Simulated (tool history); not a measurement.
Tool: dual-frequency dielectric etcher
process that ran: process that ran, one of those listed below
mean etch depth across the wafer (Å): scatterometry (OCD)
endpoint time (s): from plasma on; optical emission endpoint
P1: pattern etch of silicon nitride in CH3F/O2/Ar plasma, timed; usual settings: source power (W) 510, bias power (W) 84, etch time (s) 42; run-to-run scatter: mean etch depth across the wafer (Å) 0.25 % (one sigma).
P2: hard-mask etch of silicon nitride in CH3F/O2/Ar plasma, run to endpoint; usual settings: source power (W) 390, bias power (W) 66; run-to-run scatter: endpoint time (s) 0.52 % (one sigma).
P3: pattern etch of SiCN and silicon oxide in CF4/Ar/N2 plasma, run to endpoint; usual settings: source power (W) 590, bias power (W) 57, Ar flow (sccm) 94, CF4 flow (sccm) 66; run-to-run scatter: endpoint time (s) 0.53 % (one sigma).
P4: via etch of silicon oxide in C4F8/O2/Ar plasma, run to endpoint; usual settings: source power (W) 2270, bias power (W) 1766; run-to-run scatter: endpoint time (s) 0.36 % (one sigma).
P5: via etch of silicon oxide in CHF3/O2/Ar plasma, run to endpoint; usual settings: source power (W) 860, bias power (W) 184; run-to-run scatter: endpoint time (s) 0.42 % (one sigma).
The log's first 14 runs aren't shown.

run   hour  process that ran  source power (W)  bias power (W)  etch time (s)  Ar flow (sccm)  CF4 flow (sccm)  hours since the last wet clean  hours since the last source power generator calibration  hours since the last bias power generator calibration  mean etch depth across the wafer (Å)  endpoint time (s)
 15   90.8                P1               510              84             42                                                            381.1                                                   2160.5                                                 1052.2                                344.56
 16   97.5                P3               590              57                             94               85                           387.8                                                   2167.2                                                 1058.9                                                   11.128
 17  103.2                P1               510              84           62.5                                                            393.5                                                   2172.9                                                 1064.6                                511.47
 18  107.3                P4              1390            1766                                                                           397.6                                                     2177                                                 1068.7                                                   260.29
 19  114.7                P5               860             184                                                                             405                                                   2184.4                                                 1076.1                                                   368.24
 20    119                P2               250              66                                                                           409.3                                                   2188.7                                                 1080.4                                                   58.794
     119.6  -- wet clean of the chamber
 21  122.9                P5               690             184                                                                             3.4                                                   2192.6                                                 1084.3                                                   399.62
 22  128.4                P3               590              57                             56               66                             8.9                                                   2198.1                                                 1089.8                                                   10.706
 23  132.2                P2               390              66                                                                            12.7                                                   2201.9                                                 1093.6                                                   49.693
 24  137.4                P3               840              57                             94               66                            17.9                                                   2207.1                                                 1098.8                                                   8.4843
 25  142.6                P4              2270            1430                                                                            23.1                                                   2212.3                                                   1104                                                   227.57
 26  147.7                P1               510             103             42                                                             28.2                                                   2217.4                                                 1109.1                                369.04
 27  154.2                P5               860             122                                                                            34.7                                                   2223.9                                                 1115.6                                                   418.52
 28  161.5                P5               860             184                                                                              42                                                   2231.2                                                 1122.9                                                   369.37
 29  169.3                P4              2270            1766                                                                            49.8                                                     2239                                                 1130.7                                                   214.47
 30  177.2                P1               510              84             26                                                             57.7                                                   2246.9                                                 1138.6                                213.23
 31  183.7                P3               590              57                             94               66                            64.2                                                   2253.4                                                 1145.1                                                   11.572
 32  191.6                P1               510              84             42                                                             72.1                                                   2261.3                                                   1153                                342.37

The next listed run, before its measurement:
 33  196.3                P1               510              84             42                                                             76.8                                                     2266                                                 1157.7                                     ?

{"run 33": {"mean etch depth across the wafer (Å)": 341.13}}

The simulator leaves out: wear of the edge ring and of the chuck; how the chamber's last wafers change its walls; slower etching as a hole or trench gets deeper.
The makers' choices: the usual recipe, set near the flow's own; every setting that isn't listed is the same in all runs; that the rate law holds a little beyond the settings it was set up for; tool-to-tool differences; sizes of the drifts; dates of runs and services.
